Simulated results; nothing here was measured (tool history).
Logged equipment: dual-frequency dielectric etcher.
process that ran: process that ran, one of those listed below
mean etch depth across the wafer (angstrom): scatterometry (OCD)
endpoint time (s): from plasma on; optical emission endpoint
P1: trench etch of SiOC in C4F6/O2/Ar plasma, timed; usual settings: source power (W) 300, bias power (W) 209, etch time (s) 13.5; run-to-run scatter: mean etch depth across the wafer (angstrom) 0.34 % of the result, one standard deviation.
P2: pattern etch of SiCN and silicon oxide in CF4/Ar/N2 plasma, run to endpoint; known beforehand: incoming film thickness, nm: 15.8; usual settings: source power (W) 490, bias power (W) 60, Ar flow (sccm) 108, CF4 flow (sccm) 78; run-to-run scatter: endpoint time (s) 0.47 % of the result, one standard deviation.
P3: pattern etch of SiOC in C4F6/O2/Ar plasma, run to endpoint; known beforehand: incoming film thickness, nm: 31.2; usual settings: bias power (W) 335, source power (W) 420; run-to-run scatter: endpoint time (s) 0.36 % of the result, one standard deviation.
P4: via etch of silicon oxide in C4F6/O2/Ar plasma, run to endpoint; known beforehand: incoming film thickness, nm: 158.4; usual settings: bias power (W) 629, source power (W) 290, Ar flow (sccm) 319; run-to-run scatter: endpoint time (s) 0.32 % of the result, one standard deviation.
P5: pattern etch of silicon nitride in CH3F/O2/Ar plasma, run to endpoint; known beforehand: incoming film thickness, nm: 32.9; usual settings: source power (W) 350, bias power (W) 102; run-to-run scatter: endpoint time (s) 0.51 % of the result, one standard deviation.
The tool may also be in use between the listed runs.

run,hour,process that ran,source power (W),bias power (W),etch time (s),Ar flow (sccm),CF4 flow (sccm),hours since the last wet clean,hours since the last source power generator calibration,hours since the last bias power generator calibration,mean etch depth across the wafer (angstrom),endpoint time (s)
1,7.2,P1,300,209,13.5,,,339.5,3280.4,782,257.11,
2,13.4,P5,350,67,,,,345.7,3286.6,788.2,,51.514
3,17.9,P1,300,266,13.5,,,350.2,3291.1,792.7,277.63,
4,25.6,P1,300,209,13.5,,,357.9,3298.8,800.4,256.95,
5,32,P1,300,209,13.5,,,364.3,3305.2,806.8,258.62,
6,36.9,P2,490,60,,151,78,369.2,3310.1,811.7,,19.182
7,42.8,P2,490,60,,108,101,375.1,3316,817.6,,17.22
# hour 49.2: source power generator calibrated
8,51.5,P4,290,629,,208,,383.8,2.4,826.3,,34.87
9,56.5,P2,490,46,,108,78,388.8,7.4,831.3,,19.729
10,61,P4,290,629,,319,,393.3,11.9,835.8,,36.577
11,66.9,P1,300,209,17.5,,,399.2,17.8,841.7,334.91,
12,72.9,P4,190,629,,319,,405.2,23.8,847.7,,42.368
13,78.8,P5,470,102,,,,411.1,29.7,853.6,,39.313
14,82.8,P1,300,149,8.5,,,415.1,33.7,857.6,145.48,
15,88,P3,270,335,,,,420.3,38.9,862.8,,14.425
16,93.2,P2,490,60,,108,78,425.5,44.1,868,,18.029
17,97.4,P2,490,60,,108,78,429.7,48.3,872.2,,18.211
# hour 99.7: bias power generator calibrated
18,105,P1,300,209,13.5,,,437.3,55.9,5.3,255.9,
19,113.7,P1,190,250,13.5,,,446,64.6,14,230.69,
20,120.4,P4,290,629,,319,,452.7,71.3,20.7,,36.436
21,128.8,P5,350,102,,,,461.1,79.7,29.1,,44.255
22,136.8,P2,640,60,,108,78,469.1,87.7,37.1,,14.378
23,143.1,P1,300,209,13.5,,,475.4,94,43.4,257.11,
24,149.4,P1,300,209,13.5,,,481.7,100.3,49.7,255.88,
25,155.6,P1,190,209,13.5,,,487.9,106.5,55.9,216.4,
26,162.9,P1,380,209,13.5,,,495.2,113.8,63.2,282.99,
27,168.7,P3,420,335,,,,501,119.6,69,,12.183
28,176,P1,300,209,7.5,,,508.3,126.9,76.3,142.63,
29,182,P3,420,424,,,,514.3,132.9,82.3,,11.157
30,190.7,P1,300,126,13.5,,,523,141.6,91,219.77,
31,197.2,P4,290,472,,319,,529.5,148.1,97.5,,40.94
32,205.7,P3,420,335,,,,538,156.6,106,,12.23
33,211,P1,300,209,13.5,,,543.3,161.9,111.3,259.05,
34,218,P1,300,209,13.5,,,550.3,168.9,118.3,255.23,
35,224.6,P1,300,209,13.5,,,556.9,175.5,124.9,253.39,
36,233.6,P1,300,209,13.5,,,565.9,184.5,133.9,253.67,
37,239.7,P1,300,209,13.5,,,572,190.6,140,253.96,
38,248.8,P1,300,209,13.5,,,581.1,199.7,149.1,253.63,
# hour 250.9: wet clean of the chamber
39,256.2,P1,300,209,13.5,,,5.3,207.1,156.5,252.2,
40,263.8,P1,300,209,13.5,,,12.9,214.7,164.1,253.8,
41,269.6,P1,300,209,13.5,,,18.7,220.5,169.9,254.03,
42,276.6,P1,300,209,13.5,,,25.7,227.5,176.9,253.61,

The log shows P1 creeping away from where it was. Any of the 2 causes listed here, at the size stated for it, fits the log just as well as the others:
A: bias power that arrives under what is set, % = 4.98
B: source power that arrives under what is set, % = 4.32
Onset of the creep was near hour 211.
Why every other cause is out:
chamber walls in a state that lowers the etch rate, %: serviced at hour 250.9, which brought nothing back

Which of the check runs below tells the causes apart, meaning the causes would give it clearly different results? Each run uses 3 wafers whose results are averaged, and each result is shown as a question mark.
check 1,283.6,P2,490,60,,108,78,,,,,?
check 2,283.6,P5,350,102,,,,,,,,?
check 3,283.6,P3,420,335,,,,,,,,?
check 4,283.6,P4,290,629,,319,,,,,,?

Check results expected under each cause:
check,result,if A,if B
check 1,endpoint time (s),18.366,18.793
check 2,endpoint time (s),44.903,44.79
check 3,endpoint time (s),12.36,12.345
check 4,endpoint time (s),37.325,37.181
Minimum pairwise separation of causes per check, each pair taken at its best-separating result: check 1 2.3 %; check 2 0.25 %; check 3 0.12 %; check 4 0.39 %
Check 1 is the one run that separates the causes; every other check would come out nearly the same whichever cause is at work.

After running check 1, the following was obtained: endpoint time (s) 18.38. Which cause does this point to?

A is the cause: bias power that arrives under what is set, %.
